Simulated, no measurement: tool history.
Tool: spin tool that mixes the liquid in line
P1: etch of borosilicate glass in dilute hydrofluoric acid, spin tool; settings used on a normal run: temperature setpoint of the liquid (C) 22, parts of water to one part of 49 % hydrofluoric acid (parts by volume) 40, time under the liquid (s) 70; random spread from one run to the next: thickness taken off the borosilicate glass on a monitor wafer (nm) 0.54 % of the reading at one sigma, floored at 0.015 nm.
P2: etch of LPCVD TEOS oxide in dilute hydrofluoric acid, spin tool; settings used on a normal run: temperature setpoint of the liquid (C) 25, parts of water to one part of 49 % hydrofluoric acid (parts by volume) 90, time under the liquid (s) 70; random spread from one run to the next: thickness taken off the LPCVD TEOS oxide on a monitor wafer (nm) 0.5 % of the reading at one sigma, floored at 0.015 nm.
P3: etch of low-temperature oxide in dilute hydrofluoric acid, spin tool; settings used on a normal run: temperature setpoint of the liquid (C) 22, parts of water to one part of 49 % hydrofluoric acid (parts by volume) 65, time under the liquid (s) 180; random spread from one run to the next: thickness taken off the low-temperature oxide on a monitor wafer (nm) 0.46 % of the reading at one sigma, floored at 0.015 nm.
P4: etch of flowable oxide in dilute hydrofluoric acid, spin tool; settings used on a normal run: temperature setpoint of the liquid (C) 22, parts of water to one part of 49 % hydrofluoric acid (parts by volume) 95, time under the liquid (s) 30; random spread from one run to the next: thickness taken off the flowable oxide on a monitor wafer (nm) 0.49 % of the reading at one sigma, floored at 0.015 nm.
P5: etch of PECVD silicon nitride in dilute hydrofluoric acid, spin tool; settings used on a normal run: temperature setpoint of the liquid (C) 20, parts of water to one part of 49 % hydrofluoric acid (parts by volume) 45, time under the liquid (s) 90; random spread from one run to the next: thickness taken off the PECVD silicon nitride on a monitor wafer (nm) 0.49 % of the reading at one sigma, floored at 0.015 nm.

run   hour  process that ran  temperature setpoint of the liquid (C)  parts of water to one part of 49 % hydrofluoric acid (parts by volume)  time under the liquid (s)  hours since the thermometer was replaced  hours since the hydrofluoric acid flow meter was replaced  thickness taken off the borosilicate glass on a monitor wafer (nm)  thickness taken off the flowable oxide on a monitor wafer (nm)  thickness taken off the PECVD silicon nitride on a monitor wafer (nm)  thickness taken off the low-temperature oxide on a monitor wafer (nm)  thickness taken off the LPCVD TEOS oxide on a monitor wafer (nm)
  1    4.8                P1                                      22                                                                      40                         70                                        72                                                      349.6                                                              37.961
  2   11.1                P1                                      22                                                                      40                         70                                      78.3                                                      355.9                                                              37.538
  3   16.1                P1                                      22                                                                      40                         40                                      83.3                                                      360.9                                                              21.656
  4   23.1                P1                                      22                                                                      40                         70                                      90.3                                                      367.9                                                              37.803
  5   26.9                P1                                      26                                                                      55                         70                                      94.1                                                      371.7                                                              32.054
  6   31.2                P4                                      22                                                                     135                         30                                      98.4                                                        376                                                                                                                              8.9097
  7   38.9                P4                                      22                                                                      95                         30                                     106.1                                                      383.7                                                                                                                               13.19
  8   46.2                P5                                      20                                                                      45                         15                                     113.4                                                        391                                                                                                                                                                                                     1.0496
  9     51                P1                                      22                                                                      40                        100                                     118.2                                                      395.8                                                               54.26
 10     55                P3                                      22                                                                      65                         65                                     122.2                                                      399.8                                                                                                                                                                                                                                                                            11.146
 11   62.4                P1                                      22                                                                      40                         70                                     129.6                                                      407.2                                                              37.805
 12   66.3                P1                                      22                                                                      65                         70                                     133.5                                                      411.1                                                              22.339
 13   72.7                P2                                      25                                                                      20                         70                                     139.9                                                      417.5                                                                                                                                                                                                                                                                                                                                              136.07
 14   77.5                P1                                      17                                                                      40                         70                                     144.7                                                      422.3                                                              30.498
 15   84.4                P1                                      22                                                                      20                         70                                     151.6                                                      429.2                                                              77.841
 16   89.6                P1                                      26                                                                      40                         70                                     156.8                                                      434.4                                                              44.931
 17   94.2                P3                                    26.5                                                                      65                        180                                     161.4                                                        439                                                                                                                                                                                                                                                                            36.929
 18  101.1                P2                                      25                                                                      90                         15                                     168.3                                                      445.9                                                                                                                                                                                                                                                                                                                                              5.7937
 19  106.5                P3                                      22                                                                      65                        180                                     173.7                                                      451.3                                                                                                                                                                                                                                                                            30.709
 20  112.6                P5                                      17                                                                      45                         90                                     179.8                                                      457.4                                                                                                                                                                                                     5.0628

For run 21, what comes out?
 21  120.4                P5                                      20                                                                      45                         90                                     187.6                                                      465.2                                                                                                                                                                                                          ?

thickness taken off the PECVD silicon nitride on a monitor wafer (nm): 6.2363
